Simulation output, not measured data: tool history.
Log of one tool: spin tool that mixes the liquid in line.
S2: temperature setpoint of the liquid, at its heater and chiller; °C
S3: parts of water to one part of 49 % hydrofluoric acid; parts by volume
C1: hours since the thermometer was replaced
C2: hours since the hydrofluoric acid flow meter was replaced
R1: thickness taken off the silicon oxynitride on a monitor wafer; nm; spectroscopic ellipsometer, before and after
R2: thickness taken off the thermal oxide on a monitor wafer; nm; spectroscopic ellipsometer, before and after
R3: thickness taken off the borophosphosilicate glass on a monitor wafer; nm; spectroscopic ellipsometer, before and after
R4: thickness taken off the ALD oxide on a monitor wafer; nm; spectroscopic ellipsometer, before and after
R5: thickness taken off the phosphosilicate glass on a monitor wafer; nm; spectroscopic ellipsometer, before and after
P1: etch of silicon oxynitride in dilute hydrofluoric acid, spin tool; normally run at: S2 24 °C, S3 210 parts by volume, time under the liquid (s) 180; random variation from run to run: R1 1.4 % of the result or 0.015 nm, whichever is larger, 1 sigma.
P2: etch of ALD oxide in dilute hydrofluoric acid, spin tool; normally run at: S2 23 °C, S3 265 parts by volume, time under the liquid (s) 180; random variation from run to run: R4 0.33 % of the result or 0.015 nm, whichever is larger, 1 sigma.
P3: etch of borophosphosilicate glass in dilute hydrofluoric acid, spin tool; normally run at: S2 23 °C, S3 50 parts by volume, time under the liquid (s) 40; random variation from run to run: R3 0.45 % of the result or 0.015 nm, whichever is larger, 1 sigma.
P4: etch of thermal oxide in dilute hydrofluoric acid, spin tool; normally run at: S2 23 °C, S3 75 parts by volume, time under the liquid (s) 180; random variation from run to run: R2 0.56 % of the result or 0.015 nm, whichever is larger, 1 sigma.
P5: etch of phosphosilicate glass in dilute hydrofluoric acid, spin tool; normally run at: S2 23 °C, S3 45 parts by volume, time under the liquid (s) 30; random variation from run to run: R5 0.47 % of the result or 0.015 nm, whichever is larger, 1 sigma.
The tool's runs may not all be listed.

Run 1, hour 9.2: process that ran P1, S2 24 °C, S3 210 parts by volume, time under the liquid (s) 180; C1 1075.1; C2 754. Result: R1 1.796 nm.
Run 2, hour 19.1: process that ran P4, S2 23 °C, S3 75 parts by volume, time under the liquid (s) 365; C1 1085; C2 763.9. Result: R2 21.619 nm.
Run 3, hour 26.2: process that ran P4, S2 31 °C, S3 75 parts by volume, time under the liquid (s) 180; C1 1092.1; C2 771. Result: R2 14.633 nm.
Run 4, hour 37.3: process that ran P1, S2 24 °C, S3 210 parts by volume, time under the liquid (s) 180; C1 1103.2; C2 782.1. Result: R1 1.8497 nm.
Run 5, hour 48.7: process that ran P1, S2 27.5 °C, S3 345 parts by volume, time under the liquid (s) 180; C1 1114.6; C2 793.5. Result: R1 1.1477 nm.
Run 6, hour 54.3: process that ran P3, S2 23 °C, S3 50 parts by volume, time under the liquid (s) 80; C1 1120.2; C2 799.1. Result: R3 104.69 nm.
Run 7, hour 66: process that ran P2, S2 23 °C, S3 265 parts by volume, time under the liquid (s) 180; C1 1131.9; C2 810.8. Result: R4 13.413 nm.
Run 8, hour 71.9: process that ran P1, S2 24 °C, S3 100 parts by volume, time under the liquid (s) 180; C1 1137.8; C2 816.7. Result: R1 4.1448 nm.
Run 9, hour 77.8: process that ran P1, S2 28 °C, S3 210 parts by volume, time under the liquid (s) 180; C1 1143.7; C2 822.6. Result: R1 2.1333 nm.
Run 10, hour 83.1: process that ran P4, S2 23 °C, S3 75 parts by volume, time under the liquid (s) 180; C1 1149; C2 827.9. Result: R2 10.604 nm.
Run 11, hour 89.4: process that ran P4, S2 23 °C, S3 75 parts by volume, time under the liquid (s) 180; C1 1155.3; C2 834.2. Result: R2 10.634 nm.
Run 12, hour 96.3: process that ran P1, S2 24 °C, S3 210 parts by volume, time under the liquid (s) 15; C1 1162.2; C2 841.1. Result: R1 0.15895 nm.
Run 13, hour 107: process that ran P5, S2 17 °C, S3 45 parts by volume, time under the liquid (s) 30; C1 1172.9; C2 851.8. Result: R5 56.664 nm.
Run 14, hour 115.2: process that ran P3, S2 23 °C, S3 90 parts by volume, time under the liquid (s) 40; C1 1181.1; C2 860. Result: R3 27.503 nm.
Run 15, hour 125.4: process that ran P1, S2 24 °C, S3 210 parts by volume, time under the liquid (s) 180; C1 1191.3; C2 870.2. Result: R1 1.8154 nm.
Run 16, hour 137.4: process that ran P3, S2 17.5 °C, S3 50 parts by volume, time under the liquid (s) 40; C1 1203.3; C2 882.2. Result: R3 41.248 nm.
Run 17, hour 149: process that ran P5, S2 23 °C, S3 45 parts by volume, time under the liquid (s) 30; C1 1214.9; C2 893.8. Result: R5 73.112 nm.
Run 18, hour 156.7: process that ran P1, S2 24 °C, S3 295 parts by volume, time under the liquid (s) 180; C1 1222.6; C2 901.5. Result: R1 1.2297 nm.
Run 19, hour 164.3: process that ran P1, S2 24 °C, S3 210 parts by volume, time under the liquid (s) 180; C1 1230.2; C2 909.1. Result: R1 1.7943 nm.
Run 20, hour 173: process that ran P5, S2 23 °C, S3 45 parts by volume, time under the liquid (s) 30; C1 1238.9; C2 917.8. Result: R5 72.844 nm.
Run 21, hour 184.4: process that ran P1, S2 20 °C, S3 210 parts by volume, time under the liquid (s) 305; C1 1250.3; C2 929.2. Result: R1 2.552 nm.
Run 22, hour 194.6: process that ran P4, S2 23 °C, S3 125 parts by volume, time under the liquid (s) 180; C1 1260.5; C2 939.4. Result: R2 5.9658 nm.
Run 23, hour 203.4: process that ran P2, S2 23 °C, S3 265 parts by volume, time under the liquid (s) 65; C1 1269.3; C2 948.2. Result: R4 4.8318 nm.
Run 24, hour 209.5: process that ran P3, S2 23 °C, S3 50 parts by volume, time under the liquid (s) 40; C1 1275.4; C2 954.3. Result: R3 52.477 nm.
Run 25, hour 219.8: process that ran P1, S2 24 °C, S3 210 parts by volume, time under the liquid (s) 180; C1 1285.7; C2 964.6. Result: R1 1.7421 nm.
Run 26, hour 225.7: process that ran P1, S2 24 °C, S3 375 parts by volume, time under the liquid (s) 275; C1 1291.6; C2 970.5. Result: R1 1.3453 nm.
Run 27, hour 235: process that ran P2, S2 31 °C, S3 265 parts by volume, time under the liquid (s) 180; C1 1300.9; C2 979.8. Result: R4 17.665 nm.
Run 28, hour 243.7: process that ran P5, S2 23 °C, S3 45 parts by volume, time under the liquid (s) 50; C1 1309.6; C2 988.5. Result: R5 120.93 nm.
Run 29, hour 249.2: process that ran P2, S2 23 °C, S3 465 parts by volume, time under the liquid (s) 180; C1 1315.1; C2 994. Result: R4 6.4468 nm.
Run 30, hour 256: process that ran P1, S2 24 °C, S3 210 parts by volume, time under the liquid (s) 300; C1 1321.9; C2 1000.8. Result: R1 2.9512 nm.
Run 31, hour 262.1: process that ran P5, S2 23 °C, S3 20 parts by volume, time under the liquid (s) 30; C1 1328; C2 1006.9. Result: R5 168.53 nm.
Run 32, hour 267.6: process that ran P1, S2 18.5 °C, S3 210 parts by volume, time under the liquid (s) 180; C1 1333.5; C2 1012.4. Result: R1 1.4155 nm.
Run 33, hour 274.1: process that ran P1, S2 24 °C, S3 210 parts by volume, time under the liquid (s) 180; C1 1340; C2 1018.9. Result: R1 1.7848 nm.
Run 34, hour 283.1: process that ran P1, S2 24 °C, S3 210 parts by volume, time under the liquid (s) 180; C1 1349; C2 1027.9. Result: R1 1.7668 nm.
Run 35, hour 289: process that ran P1, S2 24 °C, S3 210 parts by volume, time under the liquid (s) 180; C1 1354.9; C2 1033.8. Result: R1 1.6957 nm.
Run 36, hour 295.5: process that ran P1, S2 24 °C, S3 210 parts by volume, time under the liquid (s) 180; C1 1361.4; C2 1040.3. Result: R1 1.6698 nm.
Run 37, hour 301.8: process that ran P1, S2 24 °C, S3 210 parts by volume, time under the liquid (s) 180; C1 1367.7; C2 1046.6. Result: R1 1.6723 nm.
Run 38, hour 312.7: process that ran P1, S2 24 °C, S3 210 parts by volume, time under the liquid (s) 180; C1 1378.6; C2 1057.5. Result: R1 1.6532 nm.
Run 39, hour 320.7: process that ran P1, S2 24 °C, S3 210 parts by volume, time under the liquid (s) 180; C1 1386.6; C2 1065.5. Result: R1 1.6803 nm.
Run 40, hour 327.6: process that ran P1, S2 24 °C, S3 210 parts by volume, time under the liquid (s) 180; C1 1393.5; C2 1072.4. Result: R1 1.652 nm.

What P1 gives has crept away from where it was. These 2 causes fit the log equally well, each at the size given:
A: liquid colder than its thermometer reads (K) = 1.87
B: hydrofluoric acid flow below the setpoint (%) = 6.94
The creep began at about hour 274.1.

4 check runs are offered, each on 2 wafers whose results are averaged, their results left as question marks. Which one tells the causes apart?
Run check 1, hour 334.5: process that ran P3, S2 17.5 °C, S3 50 parts by volume, time under the liquid (s) 75. Result: R3 ?.
Run check 2, hour 334.5: process that ran P4, S2 31 °C, S3 75 parts by volume, time under the liquid (s) 355. Result: R2 ?.
Run check 3, hour 334.5: process that ran P5, S2 17 °C, S3 45 parts by volume, time under the liquid (s) 30. Result: R5 ?.
Run check 4, hour 334.5: process that ran P2, S2 23 °C, S3 415 parts by volume, time under the liquid (s) 80. Result: R4 ?.

What each check would give under each cause:
  check  result    if A    if B
check 1      R3  71.478  71.869
check 2      R2  26.725  26.496
check 3      R5   51.75  52.083
check 4      R4  3.1216  3.0116
How far apart the two closest causes lie, in the result that separates them most: check 1 0.54 %; check 2 0.86 %; check 3 0.64 %; check 4 3.59 %
Check 4 tells the causes apart: in the others they would give nearly the same result.

Then check 4 was run and gave: R4 3.0123 nm. Which cause is it?

It is B: hydrofluoric acid flow below the setpoint (%).
